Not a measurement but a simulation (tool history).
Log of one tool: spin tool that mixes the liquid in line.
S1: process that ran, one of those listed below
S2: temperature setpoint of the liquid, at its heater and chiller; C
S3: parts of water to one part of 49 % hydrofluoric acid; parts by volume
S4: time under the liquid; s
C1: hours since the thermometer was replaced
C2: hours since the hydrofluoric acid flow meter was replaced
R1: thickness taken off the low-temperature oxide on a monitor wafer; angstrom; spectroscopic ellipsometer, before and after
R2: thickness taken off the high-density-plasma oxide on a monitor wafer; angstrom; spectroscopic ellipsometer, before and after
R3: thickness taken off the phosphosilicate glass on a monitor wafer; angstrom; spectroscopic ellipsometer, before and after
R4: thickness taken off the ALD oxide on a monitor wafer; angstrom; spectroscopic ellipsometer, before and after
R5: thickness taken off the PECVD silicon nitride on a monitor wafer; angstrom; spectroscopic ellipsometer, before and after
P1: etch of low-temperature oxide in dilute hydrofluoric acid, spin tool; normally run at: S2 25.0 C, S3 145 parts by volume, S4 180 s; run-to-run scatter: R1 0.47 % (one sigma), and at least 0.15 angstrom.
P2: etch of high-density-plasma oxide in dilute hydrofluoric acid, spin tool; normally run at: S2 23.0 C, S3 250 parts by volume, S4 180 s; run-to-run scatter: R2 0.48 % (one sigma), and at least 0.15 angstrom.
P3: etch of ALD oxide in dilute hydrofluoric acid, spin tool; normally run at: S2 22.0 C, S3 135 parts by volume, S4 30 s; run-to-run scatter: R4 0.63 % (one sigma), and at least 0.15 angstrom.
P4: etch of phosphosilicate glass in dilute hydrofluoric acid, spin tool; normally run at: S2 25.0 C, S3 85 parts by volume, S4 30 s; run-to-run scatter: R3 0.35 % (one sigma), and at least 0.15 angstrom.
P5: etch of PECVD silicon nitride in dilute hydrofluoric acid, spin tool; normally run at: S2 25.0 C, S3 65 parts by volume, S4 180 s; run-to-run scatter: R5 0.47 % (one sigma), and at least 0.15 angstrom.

run,day,S1,S2,S3,S4,C1,C2,R1,R2,R3,R4,R5
1,0.396,P1,25.0,145,180,294.0,347.5,218.870,,,,
2,0.867,P2,23.0,250,180,305.3,358.8,,53.5720,,,
3,1.508,P4,25.0,85,15,320.7,374.2,,,141.55,,
4,2.188,P2,23.0,430,180,337.0,390.5,,26.3360,,,
5,2.558,P3,22.0,135,30,345.9,399.4,,,,46.833,
6,2.871,P2,23.0,250,180,353.4,406.9,,53.7110,,,
7,3.462,P1,25.0,145,305,367.6,421.1,369.390,,,,
8,4.046,P4,25.0,85,30,381.6,435.1,,,282.85,,
9,4.646,P1,25.0,240,180,396.0,449.5,118.490,,,,
10,5.208,P2,17.0,250,180,409.5,463.0,,42.9330,,,
11,5.779,P5,25.0,65,15,423.2,476.7,,,,,8.098
12,6.442,P5,25.0,65,180,439.1,492.6,,,,,97.870
13,6.796,P1,25.0,145,180,447.6,501.1,217.870,,,,
14,7.175,P3,29.5,135,30,456.7,510.2,,,,61.639,
# day 7.208: hydrofluoric acid flow meter replaced
15,7.854,P1,25.0,145,180,473.0,15.6,218.270,,,,
16,8.238,P1,25.0,145,180,482.2,24.8,219.700,,,,
17,8.738,P1,18.5,145,180,494.2,36.8,168.820,,,,
18,9.217,P3,22.0,35,30,505.7,48.3,,,,202.330,
19,9.583,P1,18.5,145,340,514.5,57.1,321.280,,,,
20,9.954,P4,18.0,85,30,523.4,66.0,,,214.54,,
21,10.446,P1,25.0,145,180,535.2,77.8,219.570,,,,
22,10.779,P1,25.0,40,180,543.2,85.8,908.060,,,,
23,11.467,P1,25.0,145,180,559.7,102.3,217.810,,,,
24,11.925,P4,25.0,35,30,570.7,113.3,,,732.00,,
25,12.242,P5,25.0,20,180,578.3,120.9,,,,,305.030
26,12.854,P5,19.0,65,180,593.0,135.6,,,,,64.415
27,13.192,P3,22.0,135,15,601.1,143.7,,,,23.198,
28,13.875,P1,30.5,145,180,617.5,160.1,268.590,,,,
29,14.296,P2,23.0,250,15,627.6,170.2,,4.5227,,,
30,14.975,P1,25.0,145,180,643.9,186.5,220.220,,,,
31,15.608,P1,25.0,145,15,659.1,201.7,18.215,,,,
32,16.308,P1,25.0,145,180,675.9,218.5,219.450,,,,
33,16.804,P1,25.0,145,180,687.8,230.4,222.780,,,,
34,17.125,P1,25.0,145,180,695.5,238.1,225.280,,,,
35,17.754,P1,25.0,145,180,710.6,253.2,225.860,,,,
36,18.446,P1,25.0,145,180,727.2,269.8,230.330,,,,
37,18.975,P1,25.0,145,180,739.9,282.5,230.690,,,,
38,19.312,P1,25.0,145,180,748.0,290.6,231.990,,,,
39,19.883,P1,25.0,145,180,761.7,304.3,231.240,,,,
40,20.425,P1,25.0,145,180,774.7,317.3,232.500,,,,
41,20.800,P1,25.0,145,180,783.7,326.3,233.300,,,,
42,21.354,P1,25.0,145,180,797.0,339.6,230.980,,,,
43,22.050,P1,25.0,145,180,813.7,356.3,232.840,,,,

What P1 gives has crept away from where it was. These 2 causes fit the log equally well, each at the size given:
A: liquid hotter than its thermometer reads (K) = 1.72
B: hydrofluoric acid flow above the setpoint (%) = 5.7
The creep began at about day 16.308.

4 check runs are offered, one wafer each, their results left as question marks. Which one tells the causes apart?
check 1,22.746,P5,25.0,65,180,,,,,,,?
check 2,22.746,P4,25.0,85,30,,,,,?,,
check 3,22.746,P2,23.0,250,180,,,,?,,,
check 4,22.746,P3,22.0,135,30,,,,,,?,

What each check would give under each cause:
check,result,if A,if B
check 1,R5,108.570,102.360
check 2,R3,303.77,301.81
check 3,R2,56.8630,57.2790
check 4,R4,50.124,49.943
How far apart the two closest causes lie, in the result that separates them most: check 1 5.89 %; check 2 0.65 %; check 3 0.73 %; check 4 0.36 %
Only check 1 tells the causes apart: in the others they would give nearly the same result.

Then check 1 was run and gave: R5 103.480 angstrom. Which cause is it?

It is B: hydrofluoric acid flow above the setpoint (%).
